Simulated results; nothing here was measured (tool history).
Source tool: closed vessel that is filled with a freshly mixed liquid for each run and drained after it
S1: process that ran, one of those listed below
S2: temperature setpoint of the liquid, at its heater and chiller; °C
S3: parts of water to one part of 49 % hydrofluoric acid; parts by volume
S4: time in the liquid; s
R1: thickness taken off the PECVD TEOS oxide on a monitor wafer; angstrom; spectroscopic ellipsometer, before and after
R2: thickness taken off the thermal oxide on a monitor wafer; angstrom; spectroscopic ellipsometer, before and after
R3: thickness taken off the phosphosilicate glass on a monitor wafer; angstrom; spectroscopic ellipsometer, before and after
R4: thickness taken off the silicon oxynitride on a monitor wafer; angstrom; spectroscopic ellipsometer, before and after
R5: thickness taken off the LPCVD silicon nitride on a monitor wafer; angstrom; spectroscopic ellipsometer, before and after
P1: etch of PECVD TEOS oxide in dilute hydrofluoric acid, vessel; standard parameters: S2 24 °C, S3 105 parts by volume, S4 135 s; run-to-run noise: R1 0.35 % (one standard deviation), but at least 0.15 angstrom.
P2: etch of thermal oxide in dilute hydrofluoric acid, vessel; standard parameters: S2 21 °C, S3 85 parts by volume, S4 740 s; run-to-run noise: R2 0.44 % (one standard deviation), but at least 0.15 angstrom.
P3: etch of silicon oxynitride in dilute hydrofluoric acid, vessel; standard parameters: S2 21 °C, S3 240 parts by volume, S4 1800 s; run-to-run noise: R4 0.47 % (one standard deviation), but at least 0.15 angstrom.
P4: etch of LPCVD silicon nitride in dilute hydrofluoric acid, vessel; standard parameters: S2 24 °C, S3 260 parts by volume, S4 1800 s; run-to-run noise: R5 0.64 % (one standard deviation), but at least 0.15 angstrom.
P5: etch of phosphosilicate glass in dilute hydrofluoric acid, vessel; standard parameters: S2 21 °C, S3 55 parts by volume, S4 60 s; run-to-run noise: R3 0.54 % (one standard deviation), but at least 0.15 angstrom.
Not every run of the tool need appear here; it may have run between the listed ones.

{"run": 1, "hour": 8.8, "S1": "P1", "S2": 24, "S3": 105, "S4": 135, "R1": 351.85}
{"run": 2, "hour": 23.6, "S1": "P2", "S2": 21, "S3": 85, "S4": 740, "R2": 360.65}
{"run": 3, "hour": 35.0, "S1": "P1", "S2": 28, "S3": 105, "S4": 135, "R1": 412.84}
{"run": 4, "hour": 51.7, "S1": "P5", "S2": 21, "S3": 55, "S4": 60, "R3": 2060}
{"run": 5, "hour": 65.2, "S1": "P3", "S2": 21, "S3": 240, "S4": 1800, "R4": 82.54}
{"run": 6, "hour": 75.8, "S1": "P4", "S2": 24, "S3": 260, "S4": 930, "R5": 20.099}
{"run": 7, "hour": 89.1, "S1": "P3", "S2": 21, "S3": 360, "S4": 1800, "R4": 51.285}
{"run": 8, "hour": 97.6, "S1": "P1", "S2": 24, "S3": 105, "S4": 135, "R1": 353.31}
{"run": 9, "hour": 106.7, "S1": "P1", "S2": 24, "S3": 105, "S4": 135, "R1": 352.19}
{"run": 10, "hour": 119.8, "S1": "P1", "S2": 24, "S3": 105, "S4": 65, "R1": 170.82}
{"run": 11, "hour": 135.1, "S1": "P1", "S2": 24, "S3": 40, "S4": 60, "R1": 448.59}
{"run": 12, "hour": 149.7, "S1": "P1", "S2": 30.5, "S3": 105, "S4": 30, "R1": 100.49}
{"run": 13, "hour": 159.8, "S1": "P3", "S2": 21, "S3": 240, "S4": 3270, "R4": 150.81}
{"run": 14, "hour": 174.2, "S1": "P3", "S2": 17, "S3": 240, "S4": 1800, "R4": 69.05}
{"run": 15, "hour": 187.8, "S1": "P3", "S2": 21, "S3": 240, "S4": 1800, "R4": 83.138}
{"run": 16, "hour": 203.5, "S1": "P1", "S2": 24, "S3": 105, "S4": 135, "R1": 353.78}
{"run": 17, "hour": 216.0, "S1": "P1", "S2": 24, "S3": 25, "S4": 135, "R1": 1642.8}
{"run": 18, "hour": 232.2, "S1": "P1", "S2": 24, "S3": 105, "S4": 135, "R1": 354.51}
{"run": 19, "hour": 245.1, "S1": "P5", "S2": 21, "S3": 55, "S4": 110, "R3": 3747.2}
{"run": 20, "hour": 262.6, "S1": "P2", "S2": 21, "S3": 85, "S4": 740, "R2": 358.55}
{"run": 21, "hour": 271.8, "S1": "P1", "S2": 24, "S3": 105, "S4": 240, "R1": 630.36}
{"run": 22, "hour": 284.5, "S1": "P1", "S2": 24, "S3": 185, "S4": 135, "R1": 183.58}
{"run": 23, "hour": 301.9, "S1": "P1", "S2": 18.5, "S3": 105, "S4": 135, "R1": 282.34}
{"run": 24, "hour": 318.0, "S1": "P4", "S2": 24, "S3": 410, "S4": 1800, "R5": 24.484}
{"run": 25, "hour": 335.3, "S1": "P4", "S2": 24, "S3": 260, "S4": 1800, "R5": 38.349}
{"run": 26, "hour": 345.2, "S1": "P5", "S2": 21, "S3": 20, "S4": 60, "R3": 5921.1}
{"run": 27, "hour": 360.6, "S1": "P2", "S2": 26.5, "S3": 85, "S4": 740, "R2": 445.58}
{"run": 28, "hour": 376.9, "S1": "P2", "S2": 21, "S3": 135, "S4": 740, "R2": 212.3}
{"hour": 381.7, "done": "thermometer replaced"}
{"run": 29, "hour": 391.2, "S1": "P2", "S2": 21, "S3": 85, "S4": 320, "R2": 154.6}
{"run": 30, "hour": 400.8, "S1": "P1", "S2": 24, "S3": 105, "S4": 135, "R1": 353.6}
{"run": 31, "hour": 412.0, "S1": "P4", "S2": 28, "S3": 260, "S4": 1800, "R5": 49.881}
{"run": 32, "hour": 428.0, "S1": "P5", "S2": 27, "S3": 55, "S4": 60, "R3": 2639.3}
{"run": 33, "hour": 443.3, "S1": "P1", "S2": 24, "S3": 105, "S4": 135, "R1": 351.51}
{"run": 34, "hour": 456.1, "S1": "P1", "S2": 24, "S3": 105, "S4": 135, "R1": 366.25}
{"run": 35, "hour": 468.8, "S1": "P1", "S2": 24, "S3": 105, "S4": 135, "R1": 373.46}
{"run": 36, "hour": 479.1, "S1": "P1", "S2": 24, "S3": 105, "S4": 135, "R1": 375.78}
{"run": 37, "hour": 494.0, "S1": "P1", "S2": 24, "S3": 105, "S4": 135, "R1": 376.77}
{"run": 38, "hour": 507.2, "S1": "P1", "S2": 24, "S3": 105, "S4": 135, "R1": 376.73}
{"run": 39, "hour": 520.1, "S1": "P1", "S2": 24, "S3": 105, "S4": 135, "R1": 376.92}

P1 no longer gives what it gave before; its output has crept away from where it was. The following 2 causes, each at its listed size, fit the log equally well:
A: liquid hotter than its thermometer reads (K) = 1.76
B: hydrofluoric acid flow above the setpoint (%) = 6.31
The onset of the drift is placed at about hour 443.3.

Of the 4 check runs below, each run on 2 wafers with the results averaged and each result still a question mark, which one would tell the listed causes apart?
{"run": "check 1", "hour": 533.0, "S1": "P5", "S2": 21, "S3": 55, "S4": 60, "R3": "?"}
{"run": "check 2", "hour": 533.0, "S1": "P4", "S2": 24, "S3": 260, "S4": 1800, "R5": "?"}
{"run": "check 3", "hour": 533.0, "S1": "P3", "S2": 21, "S3": 240, "S4": 1800, "R4": "?"}
{"run": "check 4", "hour": 533.0, "S1": "P2", "S2": 21, "S3": 85, "S4": 740, "R2": "?"}

If the cause were each of the candidates in turn, the checks would give the following:
check=check_1 result=R3 if_A=2208.6 if_B=2190.4
check=check_2 result=R5 if_A=43.21 if_B=41.212
check=check_3 result=R4 if_A=89.771 if_B=89.052
check=check_4 result=R2 if_A=384.86 if_B=383.08
Per check, the gap between the least separated pair of causes, taken in the result that splits them most: check 1 0.83 %; check 2 4.74 %; check 3 0.8 %; check 4 0.46 %
Only check 2 tells the causes apart: in the others they would give nearly the same result.

Here is what check 2 returned: R5 43.5 angstrom. Which cause is it?

A is the cause: liquid hotter than its thermometer reads (K).
